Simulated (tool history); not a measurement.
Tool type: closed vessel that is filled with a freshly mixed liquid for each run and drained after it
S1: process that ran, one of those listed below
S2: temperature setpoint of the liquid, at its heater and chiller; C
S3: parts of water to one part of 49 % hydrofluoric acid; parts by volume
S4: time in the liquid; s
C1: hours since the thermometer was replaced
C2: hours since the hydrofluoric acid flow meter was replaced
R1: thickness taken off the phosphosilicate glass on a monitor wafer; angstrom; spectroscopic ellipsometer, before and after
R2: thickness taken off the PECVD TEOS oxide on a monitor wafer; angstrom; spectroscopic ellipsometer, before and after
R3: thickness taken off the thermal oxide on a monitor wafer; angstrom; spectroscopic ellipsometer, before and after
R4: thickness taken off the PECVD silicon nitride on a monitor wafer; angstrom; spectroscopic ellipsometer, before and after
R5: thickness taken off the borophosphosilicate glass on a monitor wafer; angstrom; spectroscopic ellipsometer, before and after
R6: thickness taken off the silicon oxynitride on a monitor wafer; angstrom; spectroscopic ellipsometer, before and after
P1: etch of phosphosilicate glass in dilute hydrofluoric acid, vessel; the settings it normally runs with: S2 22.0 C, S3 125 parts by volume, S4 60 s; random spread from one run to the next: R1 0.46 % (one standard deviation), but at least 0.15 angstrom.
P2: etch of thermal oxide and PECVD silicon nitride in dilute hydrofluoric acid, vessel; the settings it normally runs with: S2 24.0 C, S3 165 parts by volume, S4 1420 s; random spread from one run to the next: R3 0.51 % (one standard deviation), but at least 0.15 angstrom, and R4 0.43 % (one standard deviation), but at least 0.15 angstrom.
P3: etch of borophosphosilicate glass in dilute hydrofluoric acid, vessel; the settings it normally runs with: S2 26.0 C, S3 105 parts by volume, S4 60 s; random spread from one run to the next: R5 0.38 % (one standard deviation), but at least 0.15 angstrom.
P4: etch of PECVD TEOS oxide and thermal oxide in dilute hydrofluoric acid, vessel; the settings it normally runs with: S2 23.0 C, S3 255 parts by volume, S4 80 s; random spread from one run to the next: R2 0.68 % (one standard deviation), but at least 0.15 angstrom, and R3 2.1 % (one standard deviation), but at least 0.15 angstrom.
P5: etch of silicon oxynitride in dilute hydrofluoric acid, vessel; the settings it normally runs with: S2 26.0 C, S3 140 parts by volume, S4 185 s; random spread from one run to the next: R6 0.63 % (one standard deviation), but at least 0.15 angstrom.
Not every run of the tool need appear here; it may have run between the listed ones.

{"run": 1, "day": 0.304, "S1": "P1", "S2": 22.0, "S3": 125, "S4": 60, "C1": 1067.7, "C2": 70.5, "R1": 345.91}
{"run": 2, "day": 0.804, "S1": "P4", "S2": 23.0, "S3": 255, "S4": 150, "C1": 1079.7, "C2": 82.5, "R2": 75.586, "R3": 24.454}
{"run": 3, "day": 1.112, "S1": "P2", "S2": 24.0, "S3": 165, "S4": 1420, "C1": 1087.1, "C2": 89.9, "R3": 355.71, "R4": 305.7}
{"run": 4, "day": 1.538, "S1": "P1", "S2": 22.0, "S3": 125, "S4": 60, "C1": 1097.3, "C2": 100.1, "R1": 346.72}
{"run": 5, "day": 1.938, "S1": "P1", "S2": 22.0, "S3": 125, "S4": 60, "C1": 1106.9, "C2": 109.7, "R1": 346.01}
{"run": 6, "day": 2.258, "S1": "P4", "S2": 23.0, "S3": 255, "S4": 80, "C1": 1114.6, "C2": 117.4, "R2": 39.469, "R3": 12.08}
{"run": 7, "day": 2.742, "S1": "P2", "S2": 18.5, "S3": 165, "S4": 1420, "C1": 1126.2, "C2": 129.0, "R3": 289.47, "R4": 213.73}
{"run": 8, "day": 2.971, "S1": "P1", "S2": 22.0, "S3": 125, "S4": 90, "C1": 1131.7, "C2": 134.5, "R1": 518.36}
{"run": 9, "day": 3.333, "S1": "P3", "S2": 26.0, "S3": 150, "S4": 60, "C1": 1140.4, "C2": 143.2, "R5": 231.96}
{"run": 10, "day": 3.567, "S1": "P4", "S2": 23.0, "S3": 370, "S4": 80, "C1": 1146.0, "C2": 148.8, "R2": 24.581, "R3": 7.7968}
{"run": 11, "day": 3.942, "S1": "P1", "S2": 22.0, "S3": 125, "S4": 30, "C1": 1155.0, "C2": 157.8, "R1": 171.73}
{"run": 12, "day": 4.383, "S1": "P5", "S2": 34.0, "S3": 140, "S4": 185, "C1": 1165.6, "C2": 168.4, "R6": 69.195}
{"run": 13, "day": 4.625, "S1": "P4", "S2": 23.0, "S3": 255, "S4": 80, "C1": 1171.4, "C2": 174.2, "R2": 39.718, "R3": 12.314}
{"run": 14, "day": 4.942, "S1": "P3", "S2": 26.0, "S3": 105, "S4": 60, "C1": 1179.0, "C2": 181.8, "R5": 347.41}
{"run": 15, "day": 5.438, "S1": "P1", "S2": 25.5, "S3": 125, "S4": 30, "C1": 1190.9, "C2": 193.7, "R1": 196.26}
{"run": 16, "day": 5.729, "S1": "P2", "S2": 24.0, "S3": 165, "S4": 35, "C1": 1197.9, "C2": 200.7, "R3": 8.8646, "R4": 7.7146}
{"run": 17, "day": 6.008, "S1": "P5", "S2": 26.0, "S3": 240, "S4": 185, "C1": 1204.6, "C2": 207.4, "R6": 26.076}
{"run": 18, "day": 6.262, "S1": "P1", "S2": 22.0, "S3": 125, "S4": 60, "C1": 1210.7, "C2": 213.5, "R1": 344.34}
{"run": 19, "day": 6.6, "S1": "P1", "S2": 22.0, "S3": 55, "S4": 60, "C1": 1218.8, "C2": 221.6, "R1": 857.0}
{"run": 20, "day": 6.908, "S1": "P1", "S2": 22.0, "S3": 125, "S4": 60, "C1": 1226.2, "C2": 229.0, "R1": 344.05}
{"run": 21, "day": 7.162, "S1": "P1", "S2": 22.0, "S3": 170, "S4": 60, "C1": 1232.3, "C2": 235.1, "R1": 242.97}
{"run": 22, "day": 7.467, "S1": "P2", "S2": 24.0, "S3": 55, "S4": 1420, "C1": 1239.6, "C2": 242.4, "R3": 1224.4, "R4": 904.81}
{"run": 23, "day": 7.758, "S1": "P3", "S2": 26.0, "S3": 105, "S4": 60, "C1": 1246.6, "C2": 249.4, "R5": 349.31}
{"run": 24, "day": 7.983, "S1": "P5", "S2": 26.0, "S3": 140, "S4": 185, "C1": 1252.0, "C2": 254.8, "R6": 48.294}
{"run": 25, "day": 8.246, "S1": "P1", "S2": 22.0, "S3": 125, "S4": 60, "C1": 1258.3, "C2": 261.1, "R1": 344.61}
{"run": 26, "day": 8.683, "S1": "P4", "S2": 17.0, "S3": 255, "S4": 80, "C1": 1268.8, "C2": 271.6, "R2": 32.13, "R3": 10.092}
{"run": 27, "day": 9.179, "S1": "P3", "S2": 26.0, "S3": 105, "S4": 30, "C1": 1280.7, "C2": 283.5, "R5": 174.27}
{"run": 28, "day": 9.646, "S1": "P1", "S2": 22.0, "S3": 125, "S4": 60, "C1": 1291.9, "C2": 294.7, "R1": 345.15}
{"run": 29, "day": 9.929, "S1": "P5", "S2": 26.0, "S3": 140, "S4": 100, "C1": 1298.7, "C2": 301.5, "R6": 26.517}
{"run": 30, "day": 10.292, "S1": "P1", "S2": 17.0, "S3": 125, "S4": 60, "C1": 1307.4, "C2": 310.2, "R1": 283.73}
{"run": 31, "day": 10.554, "S1": "P1", "S2": 30.0, "S3": 125, "S4": 60, "C1": 1313.7, "C2": 316.5, "R1": 466.78}
{"run": 32, "day": 10.904, "S1": "P3", "S2": 32.5, "S3": 105, "S4": 60, "C1": 1322.1, "C2": 324.9, "R5": 448.37}

What does the tool deliver on the next run?
{"run": 33, "day": 11.3, "S1": "P1", "S2": 22.0, "S3": 125, "S4": 60, "C1": 1331.6, "C2": 334.4, "R1": "?"}

{"run 33": {"R1": 346.78}}
